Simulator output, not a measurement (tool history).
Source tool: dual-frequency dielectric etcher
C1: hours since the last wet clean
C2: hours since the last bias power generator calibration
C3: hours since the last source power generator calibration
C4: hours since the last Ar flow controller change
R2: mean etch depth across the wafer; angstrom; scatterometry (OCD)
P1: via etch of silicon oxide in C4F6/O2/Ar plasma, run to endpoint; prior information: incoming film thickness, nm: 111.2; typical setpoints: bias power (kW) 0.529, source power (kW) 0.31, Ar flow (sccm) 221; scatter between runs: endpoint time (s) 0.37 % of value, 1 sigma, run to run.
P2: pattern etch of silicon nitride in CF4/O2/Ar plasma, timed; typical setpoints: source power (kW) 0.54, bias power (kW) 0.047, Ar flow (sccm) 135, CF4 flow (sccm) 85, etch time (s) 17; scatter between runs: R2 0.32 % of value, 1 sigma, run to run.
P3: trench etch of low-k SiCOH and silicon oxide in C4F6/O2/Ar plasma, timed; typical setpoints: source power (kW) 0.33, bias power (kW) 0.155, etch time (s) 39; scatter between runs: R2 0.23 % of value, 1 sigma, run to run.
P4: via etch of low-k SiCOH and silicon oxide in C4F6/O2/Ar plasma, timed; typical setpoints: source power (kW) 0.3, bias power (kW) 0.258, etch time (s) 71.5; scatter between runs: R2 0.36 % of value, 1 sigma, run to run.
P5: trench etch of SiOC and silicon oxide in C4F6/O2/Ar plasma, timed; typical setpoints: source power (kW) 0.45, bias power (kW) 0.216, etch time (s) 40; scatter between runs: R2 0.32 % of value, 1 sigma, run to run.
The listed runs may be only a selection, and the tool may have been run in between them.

{"run": 1, "day": 0.271, "process that ran": "P1", "bias power (kW)": 0.529, "source power (kW)": 0.31, "Ar flow (sccm)": 221, "C1": 394.1, "C2": 1171.1, "C3": 502.8, "C4": 1166.5, "endpoint time (s)": 25.136}
{"run": 2, "day": 0.717, "process that ran": "P1", "bias power (kW)": 0.685, "source power (kW)": 0.31, "Ar flow (sccm)": 221, "C1": 404.8, "C2": 1181.8, "C3": 513.5, "C4": 1177.2, "endpoint time (s)": 22.742}
{"run": 3, "day": 1.033, "process that ran": "P5", "bias power (kW)": 0.129, "source power (kW)": 0.45, "etch time (s)": 40, "C1": 412.4, "C2": 1189.4, "C3": 521.1, "C4": 1184.8, "R2": 745.29}
{"run": 4, "day": 1.483, "process that ran": "P2", "bias power (kW)": 0.047, "source power (kW)": 0.54, "Ar flow (sccm)": 135, "etch time (s)": 24.5, "CF4 flow (sccm)": 85, "C1": 423.2, "C2": 1200.2, "C3": 531.9, "C4": 1195.6, "R2": 452}
{"run": 5, "day": 1.725, "process that ran": "P1", "bias power (kW)": 0.529, "source power (kW)": 0.31, "Ar flow (sccm)": 263, "C1": 429, "C2": 1206, "C3": 537.7, "C4": 1201.4, "endpoint time (s)": 25.603}
{"run": 6, "day": 2.146, "process that ran": "P4", "bias power (kW)": 0.316, "source power (kW)": 0.3, "etch time (s)": 71.5, "C1": 439.1, "C2": 1216.1, "C3": 547.8, "C4": 1211.5, "R2": 2206.4}
{"run": 7, "day": 2.479, "process that ran": "P5", "bias power (kW)": 0.216, "source power (kW)": 0.59, "etch time (s)": 40, "C1": 447.1, "C2": 1224.1, "C3": 555.8, "C4": 1219.5, "R2": 970.99}
{"run": 8, "day": 2.729, "process that ran": "P2", "bias power (kW)": 0.047, "source power (kW)": 0.54, "Ar flow (sccm)": 135, "etch time (s)": 17, "CF4 flow (sccm)": 118, "C1": 453.1, "C2": 1230.1, "C3": 561.8, "C4": 1225.5, "R2": 327.13}
{"run": 9, "day": 2.983, "process that ran": "P1", "bias power (kW)": 0.529, "source power (kW)": 0.31, "Ar flow (sccm)": 221, "C1": 459.2, "C2": 1236.2, "C3": 567.9, "C4": 1231.6, "endpoint time (s)": 24.925}
{"run": 10, "day": 3.204, "process that ran": "P1", "bias power (kW)": 0.529, "source power (kW)": 0.39, "Ar flow (sccm)": 221, "C1": 464.5, "C2": 1241.5, "C3": 573.2, "C4": 1236.9, "endpoint time (s)": 23.04}
{"run": 11, "day": 3.596, "process that ran": "P1", "bias power (kW)": 0.651, "source power (kW)": 0.22, "Ar flow (sccm)": 221, "C1": 473.9, "C2": 1250.9, "C3": 582.6, "C4": 1246.3, "endpoint time (s)": 25.981}
{"run": 12, "day": 4.042, "process that ran": "P4", "bias power (kW)": 0.258, "source power (kW)": 0.3, "etch time (s)": 49, "C1": 484.6, "C2": 1261.6, "C3": 593.3, "C4": 1257, "R2": 1425}
{"run": 13, "day": 4.429, "process that ran": "P4", "bias power (kW)": 0.258, "source power (kW)": 0.3, "etch time (s)": 71.5, "C1": 493.9, "C2": 1270.9, "C3": 602.6, "C4": 1266.3, "R2": 2056.9}
{"run": 14, "day": 4.779, "process that ran": "P3", "bias power (kW)": 0.155, "source power (kW)": 0.33, "etch time (s)": 39, "C1": 502.3, "C2": 1279.3, "C3": 611, "C4": 1274.7, "R2": 1046}
{"run": 15, "day": 5.017, "process that ran": "P2", "bias power (kW)": 0.047, "source power (kW)": 0.54, "Ar flow (sccm)": 135, "etch time (s)": 17, "CF4 flow (sccm)": 85, "C1": 508, "C2": 1285, "C3": 616.7, "C4": 1280.4, "R2": 316.2}
{"run": 16, "day": 5.296, "process that ran": "P1", "bias power (kW)": 0.529, "source power (kW)": 0.31, "Ar flow (sccm)": 221, "C1": 514.7, "C2": 1291.7, "C3": 623.4, "C4": 1287.1, "endpoint time (s)": 25.043}
{"run": 17, "day": 5.638, "process that ran": "P5", "bias power (kW)": 0.216, "source power (kW)": 0.45, "etch time (s)": 40, "C1": 522.9, "C2": 1299.9, "C3": 631.6, "C4": 1295.3, "R2": 882.11}
{"run": 18, "day": 6.008, "process that ran": "P1", "bias power (kW)": 0.529, "source power (kW)": 0.31, "Ar flow (sccm)": 221, "C1": 531.8, "C2": 1308.8, "C3": 640.5, "C4": 1304.2, "endpoint time (s)": 24.972}
{"run": 19, "day": 6.454, "process that ran": "P1", "bias power (kW)": 0.529, "source power (kW)": 0.25, "Ar flow (sccm)": 221, "C1": 542.5, "C2": 1319.5, "C3": 651.2, "C4": 1314.9, "endpoint time (s)": 27.038}
{"run": 20, "day": 6.733, "process that ran": "P1", "bias power (kW)": 0.529, "source power (kW)": 0.31, "Ar flow (sccm)": 221, "C1": 549.2, "C2": 1326.2, "C3": 657.9, "C4": 1321.6, "endpoint time (s)": 25.098}
{"run": 21, "day": 6.975, "process that ran": "P3", "bias power (kW)": 0.155, "source power (kW)": 0.33, "etch time (s)": 39, "C1": 555, "C2": 1332, "C3": 663.7, "C4": 1327.4, "R2": 1038.8}
{"run": 22, "day": 7.325, "process that ran": "P3", "bias power (kW)": 0.12, "source power (kW)": 0.33, "etch time (s)": 39, "C1": 563.4, "C2": 1340.4, "C3": 672.1, "C4": 1335.8, "R2": 959.21}
{"run": 23, "day": 7.729, "process that ran": "P2", "bias power (kW)": 0.047, "source power (kW)": 0.43, "Ar flow (sccm)": 135, "etch time (s)": 17, "CF4 flow (sccm)": 85, "C1": 573.1, "C2": 1350.1, "C3": 681.8, "C4": 1345.5, "R2": 256.69}
{"run": 24, "day": 7.971, "process that ran": "P2", "bias power (kW)": 0.047, "source power (kW)": 0.54, "Ar flow (sccm)": 135, "etch time (s)": 17, "CF4 flow (sccm)": 85, "C1": 578.9, "C2": 1355.9, "C3": 687.6, "C4": 1351.3, "R2": 313.18}
{"day": 8.042, "done": "bias power generator calibrated"}
{"run": 25, "day": 8.462, "process that ran": "P1", "bias power (kW)": 0.336, "source power (kW)": 0.31, "Ar flow (sccm)": 221, "C1": 590.7, "C2": 10.1, "C3": 699.4, "C4": 1363.1, "endpoint time (s)": 29.53}
{"run": 26, "day": 8.688, "process that ran": "P4", "bias power (kW)": 0.258, "source power (kW)": 0.19, "etch time (s)": 71.5, "C1": 596.1, "C2": 15.5, "C3": 704.8, "C4": 1368.5, "R2": 1740.4}
{"day": 8.825, "done": "source power generator calibrated"}
{"run": 27, "day": 8.929, "process that ran": "P3", "bias power (kW)": 0.155, "source power (kW)": 0.46, "etch time (s)": 39, "C1": 601.9, "C2": 21.3, "C3": 2.5, "C4": 1374.3, "R2": 1185.2}
{"run": 28, "day": 9.271, "process that ran": "P1", "bias power (kW)": 0.529, "source power (kW)": 0.31, "Ar flow (sccm)": 221, "C1": 610.1, "C2": 29.5, "C3": 10.7, "C4": 1382.5, "endpoint time (s)": 24.976}
{"run": 29, "day": 9.654, "process that ran": "P4", "bias power (kW)": 0.258, "source power (kW)": 0.3, "etch time (s)": 71.5, "C1": 619.3, "C2": 38.7, "C3": 19.9, "C4": 1391.7, "R2": 2059.9}
{"run": 30, "day": 9.967, "process that ran": "P5", "bias power (kW)": 0.216, "source power (kW)": 0.45, "etch time (s)": 22, "C1": 626.8, "C2": 46.2, "C3": 27.4, "C4": 1399.2, "R2": 482.35}
{"run": 31, "day": 10.371, "process that ran": "P2", "bias power (kW)": 0.033, "source power (kW)": 0.54, "Ar flow (sccm)": 135, "etch time (s)": 17, "CF4 flow (sccm)": 85, "C1": 636.5, "C2": 55.9, "C3": 37.1, "C4": 1408.9, "R2": 275.41}
{"run": 32, "day": 10.733, "process that ran": "P1", "bias power (kW)": 0.529, "source power (kW)": 0.31, "Ar flow (sccm)": 139, "C1": 645.2, "C2": 64.6, "C3": 45.8, "C4": 1417.6, "endpoint time (s)": 23.729}
{"run": 33, "day": 11.067, "process that ran": "P2", "bias power (kW)": 0.047, "source power (kW)": 0.54, "Ar flow (sccm)": 169, "etch time (s)": 17, "CF4 flow (sccm)": 85, "C1": 653.2, "C2": 72.6, "C3": 53.8, "C4": 1425.6, "R2": 302.62}
{"run": 34, "day": 11.433, "process that ran": "P3", "bias power (kW)": 0.155, "source power (kW)": 0.33, "etch time (s)": 23.5, "C1": 662, "C2": 81.4, "C3": 62.6, "C4": 1434.4, "R2": 625.54}
{"run": 35, "day": 11.65, "process that ran": "P1", "bias power (kW)": 0.529, "source power (kW)": 0.31, "Ar flow (sccm)": 221, "C1": 667.2, "C2": 86.6, "C3": 67.8, "C4": 1439.6, "endpoint time (s)": 25.094}
{"run": 36, "day": 12.108, "process that ran": "P1", "bias power (kW)": 0.529, "source power (kW)": 0.31, "Ar flow (sccm)": 221, "C1": 678.2, "C2": 97.6, "C3": 78.8, "C4": 1450.6, "endpoint time (s)": 25.251}
{"run": 37, "day": 12.354, "process that ran": "P1", "bias power (kW)": 0.529, "source power (kW)": 0.31, "Ar flow (sccm)": 221, "C1": 684.1, "C2": 103.5, "C3": 84.7, "C4": 1456.5, "endpoint time (s)": 25.306}
{"run": 38, "day": 12.712, "process that ran": "P1", "bias power (kW)": 0.529, "source power (kW)": 0.31, "Ar flow (sccm)": 221, "C1": 692.7, "C2": 112.1, "C3": 93.3, "C4": 1465.1, "endpoint time (s)": 25.391}
{"day": 13.179, "done": "wet clean of the chamber"}
{"run": 39, "day": 13.196, "process that ran": "P1", "bias power (kW)": 0.529, "source power (kW)": 0.31, "Ar flow (sccm)": 221, "C1": 0.5, "C2": 123.7, "C3": 104.9, "C4": 1476.7, "endpoint time (s)": 25.369}
{"run": 40, "day": 13.679, "process that ran": "P1", "bias power (kW)": 0.529, "source power (kW)": 0.31, "Ar flow (sccm)": 221, "C1": 12.1, "C2": 135.3, "C3": 116.5, "C4": 1488.3, "endpoint time (s)": 25.436}
{"run": 41, "day": 14.092, "process that ran": "P1", "bias power (kW)": 0.529, "source power (kW)": 0.31, "Ar flow (sccm)": 221, "C1": 22, "C2": 145.2, "C3": 126.4, "C4": 1498.2, "endpoint time (s)": 25.598}
{"run": 42, "day": 14.492, "process that ran": "P1", "bias power (kW)": 0.529, "source power (kW)": 0.31, "Ar flow (sccm)": 221, "C1": 31.6, "C2": 154.8, "C3": 136, "C4": 1507.8, "endpoint time (s)": 25.461}
{"run": 43, "day": 14.738, "process that ran": "P1", "bias power (kW)": 0.529, "source power (kW)": 0.31, "Ar flow (sccm)": 221, "C1": 37.5, "C2": 160.7, "C3": 141.9, "C4": 1513.7, "endpoint time (s)": 25.642}
{"run": 44, "day": 15.038, "process that ran": "P1", "bias power (kW)": 0.529, "source power (kW)": 0.31, "Ar flow (sccm)": 221, "C1": 44.7, "C2": 167.9, "C3": 149.1, "C4": 1520.9, "endpoint time (s)": 25.477}
{"run": 45, "day": 15.396, "process that ran": "P1", "bias power (kW)": 0.529, "source power (kW)": 0.31, "Ar flow (sccm)": 221, "C1": 53.3, "C2": 176.5, "C3": 157.7, "C4": 1529.5, "endpoint time (s)": 25.59}

The log shows P1 creeping away from where it was. Any of the 2 causes listed here, at the size stated for it, fits the log just as well as the others:
A: bias power that arrives under what is set, % = 4.76
B: source power that arrives under what is set, % = 4.94
The creep began at about day 11.65.
Why every other cause is out:
chamber walls in a state that lowers the etch rate, %: work on it at day 13.179, done after the drift set in, did not restore what the process gave before
Ar flow that arrives over what is set, %: at most 8, giving a +0.9 % change in endpoint time (s): too small, or against the direction of the creep

Question marks stand in for the results of the 4 check runs listed below, each run on one wafer. Under which run would the listed causes show clearly different results?
{"run": "check 1", "day": 15.754, "process that ran": "P4", "bias power (kW)": 0.258, "source power (kW)": 0.2, "etch time (s)": 58, "R2": "?"}
{"run": "check 2", "day": 15.754, "process that ran": "P3", "bias power (kW)": 0.155, "source power (kW)": 0.43, "etch time (s)": 28.5, "R2": "?"}
{"run": "check 3", "day": 15.754, "process that ran": "P2", "bias power (kW)": 0.047, "source power (kW)": 0.54, "Ar flow (sccm)": 135, "etch time (s)": 17, "CF4 flow (sccm)": 118, "R2": "?"}
{"run": "check 4", "day": 15.754, "process that ran": "P5", "bias power (kW)": 0.165, "source power (kW)": 0.45, "etch time (s)": 40, "R2": "?"}

Check results expected under each cause:
check=check_1 result=R2 if_A=1413.4 if_B=1410.8
check=check_2 result=R2 if_A=830.87 if_B=826.55
check=check_3 result=R2 if_A=322.89 if_B=314.6
check=check_4 result=R2 if_A=793.49 if_B=789.57
Minimum pairwise separation of causes per check, each pair taken at its best-separating result: check 1 0.19 %; check 2 0.52 %; check 3 2.6 %; check 4 0.49 %
Only in check 3 would the causes give clearly different results; in the remaining checks their results would be nearly the same.

After running check 3, the following was obtained: R2 316.44 angstrom. Which cause does this point to?

It is B: source power that arrives under what is set, %.
